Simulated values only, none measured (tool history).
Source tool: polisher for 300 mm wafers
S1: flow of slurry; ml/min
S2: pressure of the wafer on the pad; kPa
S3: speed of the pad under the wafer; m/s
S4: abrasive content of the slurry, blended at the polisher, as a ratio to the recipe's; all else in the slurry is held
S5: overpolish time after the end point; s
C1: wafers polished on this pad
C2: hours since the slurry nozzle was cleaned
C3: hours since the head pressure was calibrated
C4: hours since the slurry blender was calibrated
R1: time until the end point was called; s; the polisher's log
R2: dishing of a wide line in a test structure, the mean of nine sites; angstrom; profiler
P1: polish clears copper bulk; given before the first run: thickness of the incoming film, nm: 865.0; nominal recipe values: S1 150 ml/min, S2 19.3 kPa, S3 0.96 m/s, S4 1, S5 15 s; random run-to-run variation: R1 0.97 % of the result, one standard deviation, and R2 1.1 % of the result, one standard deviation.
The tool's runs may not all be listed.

run,day,S1,S2,S3,S4,S5,C1,C2,C3,C4,R1,R2
1,0.304,150,19.3,0.96,1,15,579,135.9,138.8,28.7,117.79,692.11
2,0.596,150,19.3,0.44,1,15,644,142.9,145.8,35.7,261.74,358.7
3,0.933,150,19.3,0.96,1,4,720,151,153.9,43.8,118.83,215.25
4,1.204,150,19.3,1.4,1,15,780,157.5,160.4,50.3,83.254,883.46
5,1.588,90,19.3,0.96,1,15,866,166.7,169.6,59.5,134.48,618.44
6,2.046,200,19.3,0.96,1,15,968,177.7,180.6,70.5,113.47,714.81
7,2.5,150,19.3,0.96,1.45,15,1069,188.6,191.5,81.4,112.85,713.04
8,2.883,150,30.3,0.96,1,15,1155,197.8,200.7,90.6,76.719,1001.4
9,3.333,150,19.3,0.96,1,15,1255,208.6,211.5,101.4,121.05,668.09
10,3.571,150,19.3,0.96,1,15,1308,214.3,217.2,107.1,119.66,668.59
11,4.1,150,19.3,0.96,1,15,1426,227,229.9,119.8,119.46,677.11
12,4.383,150,19.3,0.96,1,22,1489,233.8,236.7,126.6,120.04,888.4
13,4.721,150,19.3,1.44,0.75,15,1565,241.9,244.8,134.7,85.925,873.11

What will run 14 give?
14,5.246,150,19.3,0.96,1,15,1682,254.5,257.4,147.3,?,?

Run 14 gave R1 119.96 s, R2 675.37 angstrom.
